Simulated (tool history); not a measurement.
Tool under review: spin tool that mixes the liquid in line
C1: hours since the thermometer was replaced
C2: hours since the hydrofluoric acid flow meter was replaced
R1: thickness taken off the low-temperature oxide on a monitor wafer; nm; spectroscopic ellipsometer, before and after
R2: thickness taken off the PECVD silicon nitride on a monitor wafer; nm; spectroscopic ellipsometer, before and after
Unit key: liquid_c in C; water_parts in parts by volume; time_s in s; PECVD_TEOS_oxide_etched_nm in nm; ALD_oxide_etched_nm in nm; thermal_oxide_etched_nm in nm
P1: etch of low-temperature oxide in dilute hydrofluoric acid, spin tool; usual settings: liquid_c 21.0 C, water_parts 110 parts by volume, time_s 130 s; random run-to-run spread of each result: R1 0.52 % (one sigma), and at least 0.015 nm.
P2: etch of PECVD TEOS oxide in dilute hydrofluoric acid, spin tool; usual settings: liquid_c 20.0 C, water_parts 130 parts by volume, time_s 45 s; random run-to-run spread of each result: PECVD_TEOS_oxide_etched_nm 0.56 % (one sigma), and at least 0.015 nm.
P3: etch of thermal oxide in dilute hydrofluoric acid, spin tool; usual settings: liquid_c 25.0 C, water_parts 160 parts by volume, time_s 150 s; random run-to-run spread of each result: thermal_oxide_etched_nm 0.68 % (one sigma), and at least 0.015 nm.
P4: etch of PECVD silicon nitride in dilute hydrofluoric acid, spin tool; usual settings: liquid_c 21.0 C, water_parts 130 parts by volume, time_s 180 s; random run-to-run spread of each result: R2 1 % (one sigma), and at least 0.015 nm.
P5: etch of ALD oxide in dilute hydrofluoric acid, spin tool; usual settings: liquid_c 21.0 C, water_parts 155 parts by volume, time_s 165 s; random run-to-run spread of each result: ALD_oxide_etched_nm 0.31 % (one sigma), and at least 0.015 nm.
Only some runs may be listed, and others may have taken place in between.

{"run": 1, "hour": 3.4, "process": "P1", "liquid_c": 21.0, "water_parts": 110, "time_s": 130, "C1": 640.5, "C2": 708.0, "R1": 37.905}
{"run": 2, "hour": 6.4, "process": "P4", "liquid_c": 21.0, "water_parts": 70, "time_s": 180, "C1": 643.5, "C2": 711.0, "R2": 4.9348}
{"run": 3, "hour": 9.9, "process": "P2", "liquid_c": 20.0, "water_parts": 45, "time_s": 45, "C1": 647.0, "C2": 714.5, "PECVD_TEOS_oxide_etched_nm": 24.716}
{"run": 4, "hour": 13.3, "process": "P5", "liquid_c": 21.0, "water_parts": 155, "time_s": 45, "C1": 650.4, "C2": 717.9, "ALD_oxide_etched_nm": 2.3942}
{"run": 5, "hour": 15.7, "process": "P4", "liquid_c": 27.0, "water_parts": 130, "time_s": 180, "C1": 652.8, "C2": 720.3, "R2": 4.0343}
{"run": 6, "hour": 19.0, "process": "P4", "liquid_c": 21.0, "water_parts": 130, "time_s": 180, "C1": 656.1, "C2": 723.6, "R2": 2.6558}
{"run": 7, "hour": 22.2, "process": "P1", "liquid_c": 28.5, "water_parts": 110, "time_s": 50, "C1": 659.3, "C2": 726.8, "R1": 19.59}
{"run": 8, "hour": 25.4, "process": "P1", "liquid_c": 21.0, "water_parts": 175, "time_s": 130, "C1": 662.5, "C2": 730.0, "R1": 22.263}
{"run": 9, "hour": 30.5, "process": "P1", "liquid_c": 21.0, "water_parts": 110, "time_s": 130, "C1": 667.6, "C2": 735.1, "R1": 38.407}
{"run": 10, "hour": 34.2, "process": "P1", "liquid_c": 21.0, "water_parts": 155, "time_s": 55, "C1": 671.3, "C2": 738.8, "R1": 10.847}
{"run": 11, "hour": 36.7, "process": "P3", "liquid_c": 19.5, "water_parts": 160, "time_s": 150, "C1": 673.8, "C2": 741.3, "thermal_oxide_etched_nm": 3.3603}
{"run": 12, "hour": 41.0, "process": "P1", "liquid_c": 21.0, "water_parts": 110, "time_s": 235, "C1": 678.1, "C2": 745.6, "R1": 68.919}
{"run": 13, "hour": 44.9, "process": "P3", "liquid_c": 25.0, "water_parts": 160, "time_s": 150, "C1": 682.0, "C2": 749.5, "thermal_oxide_etched_nm": 4.279}
{"run": 14, "hour": 47.8, "process": "P4", "liquid_c": 21.0, "water_parts": 130, "time_s": 180, "C1": 684.9, "C2": 752.4, "R2": 2.6866}
{"run": 15, "hour": 50.4, "process": "P5", "liquid_c": 21.0, "water_parts": 75, "time_s": 165, "C1": 687.5, "C2": 755.0, "ALD_oxide_etched_nm": 19.702}
{"run": 16, "hour": 54.9, "process": "P3", "liquid_c": 25.0, "water_parts": 85, "time_s": 150, "C1": 692.0, "C2": 759.5, "thermal_oxide_etched_nm": 8.7124}
{"run": 17, "hour": 58.3, "process": "P4", "liquid_c": 21.0, "water_parts": 130, "time_s": 285, "C1": 695.4, "C2": 762.9, "R2": 4.2346}
{"run": 18, "hour": 60.8, "process": "P1", "liquid_c": 21.0, "water_parts": 110, "time_s": 130, "C1": 697.9, "C2": 765.4, "R1": 38.117}
{"run": 19, "hour": 65.9, "process": "P3", "liquid_c": 25.0, "water_parts": 160, "time_s": 15, "C1": 703.0, "C2": 770.5, "thermal_oxide_etched_nm": 0.41565}
{"run": 20, "hour": 69.0, "process": "P1", "liquid_c": 17.0, "water_parts": 110, "time_s": 130, "C1": 706.1, "C2": 773.6, "R1": 32.18}
{"run": 21, "hour": 73.8, "process": "P1", "liquid_c": 21.0, "water_parts": 110, "time_s": 25, "C1": 710.9, "C2": 778.4, "R1": 7.2853}
{"run": 22, "hour": 76.8, "process": "P2", "liquid_c": 20.0, "water_parts": 130, "time_s": 45, "C1": 713.9, "C2": 781.4, "PECVD_TEOS_oxide_etched_nm": 7.7027}
{"run": 23, "hour": 79.2, "process": "P2", "liquid_c": 20.0, "water_parts": 130, "time_s": 45, "C1": 716.3, "C2": 783.8, "PECVD_TEOS_oxide_etched_nm": 7.721}
{"run": 24, "hour": 82.5, "process": "P5", "liquid_c": 27.0, "water_parts": 155, "time_s": 165, "C1": 719.6, "C2": 787.1, "ALD_oxide_etched_nm": 10.985}
{"run": 25, "hour": 86.1, "process": "P5", "liquid_c": 21.0, "water_parts": 155, "time_s": 165, "C1": 723.2, "C2": 790.7, "ALD_oxide_etched_nm": 8.7825}
{"run": 26, "hour": 89.6, "process": "P2", "liquid_c": 20.0, "water_parts": 130, "time_s": 75, "C1": 726.7, "C2": 794.2, "PECVD_TEOS_oxide_etched_nm": 12.784}
{"run": 27, "hour": 93.8, "process": "P3", "liquid_c": 25.0, "water_parts": 160, "time_s": 150, "C1": 730.9, "C2": 798.4, "thermal_oxide_etched_nm": 4.2063}
{"run": 28, "hour": 96.9, "process": "P2", "liquid_c": 28.0, "water_parts": 130, "time_s": 45, "C1": 734.0, "C2": 801.5, "PECVD_TEOS_oxide_etched_nm": 10.462}
{"run": 29, "hour": 102.1, "process": "P1", "liquid_c": 21.0, "water_parts": 110, "time_s": 130, "C1": 739.2, "C2": 806.7, "R1": 38.062}
{"run": 30, "hour": 104.9, "process": "P1", "liquid_c": 21.0, "water_parts": 35, "time_s": 130, "C1": 742.0, "C2": 809.5, "R1": 130.92}
{"run": 31, "hour": 108.4, "process": "P1", "liquid_c": 27.0, "water_parts": 110, "time_s": 130, "C1": 745.5, "C2": 813.0, "R1": 47.56}
{"run": 32, "hour": 111.9, "process": "P1", "liquid_c": 21.0, "water_parts": 110, "time_s": 130, "C1": 749.0, "C2": 816.5, "R1": 37.907}
{"run": 33, "hour": 116.6, "process": "P1", "liquid_c": 21.0, "water_parts": 110, "time_s": 130, "C1": 753.7, "C2": 821.2, "R1": 36.356}
{"run": 34, "hour": 119.1, "process": "P1", "liquid_c": 21.0, "water_parts": 110, "time_s": 130, "C1": 756.2, "C2": 823.7, "R1": 36.237}
{"run": 35, "hour": 122.6, "process": "P1", "liquid_c": 21.0, "water_parts": 110, "time_s": 130, "C1": 759.7, "C2": 827.2, "R1": 35.912}
{"run": 36, "hour": 125.5, "process": "P1", "liquid_c": 21.0, "water_parts": 110, "time_s": 130, "C1": 762.6, "C2": 830.1, "R1": 35.511}
{"run": 37, "hour": 129.8, "process": "P1", "liquid_c": 21.0, "water_parts": 110, "time_s": 130, "C1": 766.9, "C2": 834.4, "R1": 35.158}
{"run": 38, "hour": 133.6, "process": "P1", "liquid_c": 21.0, "water_parts": 110, "time_s": 130, "C1": 770.7, "C2": 838.2, "R1": 35.455}
{"run": 39, "hour": 138.0, "process": "P1", "liquid_c": 21.0, "water_parts": 110, "time_s": 130, "C1": 775.1, "C2": 842.6, "R1": 35.301}

What P1 gives has crept away from where it was. These 2 causes fit the log equally well, each at the size given:
A: hydrofluoric acid flow below the setpoint (%) = 6.43
B: liquid colder than its thermometer reads (K) = 1.84
The gradual shift began around hour 111.9.

Consider the 4 check runs below, whose results appear as question marks and each of which averages 2 wafers. Which one distinguishes the causes, in that each cause would give it a clearly different result?
{"run": "check 1", "hour": 142.4, "process": "P2", "liquid_c": 20.0, "water_parts": 130, "time_s": 45, "PECVD_TEOS_oxide_etched_nm": "?"}
{"run": "check 2", "hour": 142.4, "process": "P3", "liquid_c": 25.0, "water_parts": 160, "time_s": 150, "thermal_oxide_etched_nm": "?"}
{"run": "check 3", "hour": 142.4, "process": "P4", "liquid_c": 21.0, "water_parts": 130, "time_s": 180, "R2": "?"}
{"run": "check 4", "hour": 142.4, "process": "P5", "liquid_c": 21.0, "water_parts": 155, "time_s": 165, "ALD_oxide_etched_nm": "?"}

Check results expected under each cause:
check=check_1 result=PECVD_TEOS_oxide_etched_nm if_A=7.1419 if_B=7.1499
check=check_2 result=thermal_oxide_etched_nm if_A=3.89190 if_B=3.92800
check=check_3 result=R2 if_A=2.5065 if_B=2.3634
check=check_4 result=ALD_oxide_etched_nm if_A=8.0772 if_B=8.1154
Separation of the two closest causes in each check, using whichever result separates them best: check 1 0.11 %; check 2 0.92 %; check 3 5.88 %; check 4 0.47 %
Only in check 3 would the causes give clearly different results; in the remaining checks their results would be nearly the same.

Then check 3 was run and gave: R2 2.5291 nm. Which cause is it?

It was cause A: hydrofluoric acid flow below the setpoint (%).
